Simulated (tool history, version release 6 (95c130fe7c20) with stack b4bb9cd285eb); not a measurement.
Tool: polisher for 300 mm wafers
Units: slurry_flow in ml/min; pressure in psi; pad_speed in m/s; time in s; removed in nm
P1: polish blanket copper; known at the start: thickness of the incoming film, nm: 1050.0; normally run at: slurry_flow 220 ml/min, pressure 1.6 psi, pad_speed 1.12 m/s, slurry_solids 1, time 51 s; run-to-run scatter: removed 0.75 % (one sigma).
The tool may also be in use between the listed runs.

run,day,slurry_flow,pressure,pad_speed,slurry_solids,time,wafers polished on this pad,hours since the slurry nozzle was cleaned,hours since the head pressure was calibrated,hours since the slurry blender was calibrated,removed
1,0.196,220,1.6,1.12,1,51,542,218,189,206.5,80.155
2,0.354,130,1.6,1.12,1,51,570,221.8,192.8,210.3,73.875
3,0.504,220,1.6,1.12,1,28,597,225.4,196.4,213.9,43.367
4,0.679,220,1.6,1.12,0.5,51,628,229.6,200.6,218.1,69.615
5,0.812,220,1.6,1.12,1,75,652,232.8,203.8,221.3,118.39
6,0.979,220,1.6,0.62,1,51,682,236.8,207.8,225.3,44.436
7,1.158,130,1.6,0.6,1,51,714,241.1,212.1,229.6,39.447
8,1.296,220,1.6,1.12,1,51,738,244.4,215.4,232.9,79.357
9,1.417,220,1.6,1.12,1,51,760,247.3,218.3,235.8,79.648
10,1.633,220,1.6,1.52,1,51,798,252.5,223.5,241,109.65
# day 1.729: slurry nozzle cleaned
11,1.862,220,1.1,1.12,1,51,839,3.3,229,246.5,55.22
12,1.992,220,1.6,1.12,1.35,51,862,6.4,232.1,249.6,86.286
13,2.183,220,1.6,1.12,1,51,896,11,236.7,254.2,79.192
14,2.396,220,1.6,1.12,1,51,934,16.1,241.8,259.3,80.055
15,2.558,220,1.6,1.12,1,51,963,20,245.7,263.2,81.282
16,2.779,220,2.6,1.12,1,51,1003,25.3,251,268.5,131.08
17,2.921,285,1.6,1.7,1,51,1028,28.7,254.4,271.9,124.31
18,3.129,310,1.6,1.12,1,51,1065,33.7,259.4,276.9,81.936
19,3.362,220,1.6,1.12,1,51,1107,39.3,265,282.5,79.632
20,3.592,220,1.6,1.12,1,51,1147,44.8,270.5,288,77.543
21,3.762,220,1.6,1.12,1,51,1178,48.9,274.6,292.1,76.988
22,3.971,220,1.6,1.12,1,51,1215,53.9,279.6,297.1,76.139
23,4.138,220,1.6,1.12,1,51,1245,57.9,283.6,301.1,75.828
# day 4.171: head pressure recalibrated
24,4.262,220,1.6,1.12,1,51,1267,60.9,2.2,304.1,75.893
# day 4.471: worn pad replaced by a new one
25,4.483,220,1.6,1.12,1,51,2,66.2,7.5,309.4,74.333
26,4.604,220,1.6,1.12,1,51,24,69.1,10.4,312.3,74.735
27,4.842,220,1.6,1.12,1,51,66,74.8,16.1,318,73.978

What P1 gives has crept away from where it was. These 2 causes fit the log equally well, each at the size given:
A: slurry flow missing at the pad, % = 38.9
B: abrasive missing from the slurry, % = 30.1
The creep began at about day 3.362.
Why every other cause is out:
removal rate lost through wear of the pad, %: serviced at day 4.471, which brought nothing back
head's pressure below its setpoint, %: serviced at day 4.171, which brought nothing back

4 check runs are offered, each on 2 wafers whose results are averaged, their results left as question marks. Which one tells the causes apart?
check 1,5.079,220,1.6,1.12,0.6,51,,,,,?
check 2,5.079,220,1.6,0.62,1,51,,,,,?
check 3,5.079,130,1.6,1.12,1,41,,,,,?
check 4,5.079,220,1.6,1.12,0.65,51,,,,,?

What each check would give under each cause:
check,result,if A,if B
check 1,removed,66.882,67.199
check 2,removed,41.168,41.163
check 3,removed,52.64,55.105
check 4,removed,67.973,68.242
How far apart the two closest causes lie, in the result that separates them most: check 1 0.47 %; check 2 0.01 %; check 3 4.58 %; check 4 0.4 %
Check 3 tells the causes apart: in the others they would give nearly the same result.

Then check 3 was run and gave: removed 54.979 nm. Which cause is it?

It is B: abrasive missing from the slurry, %.
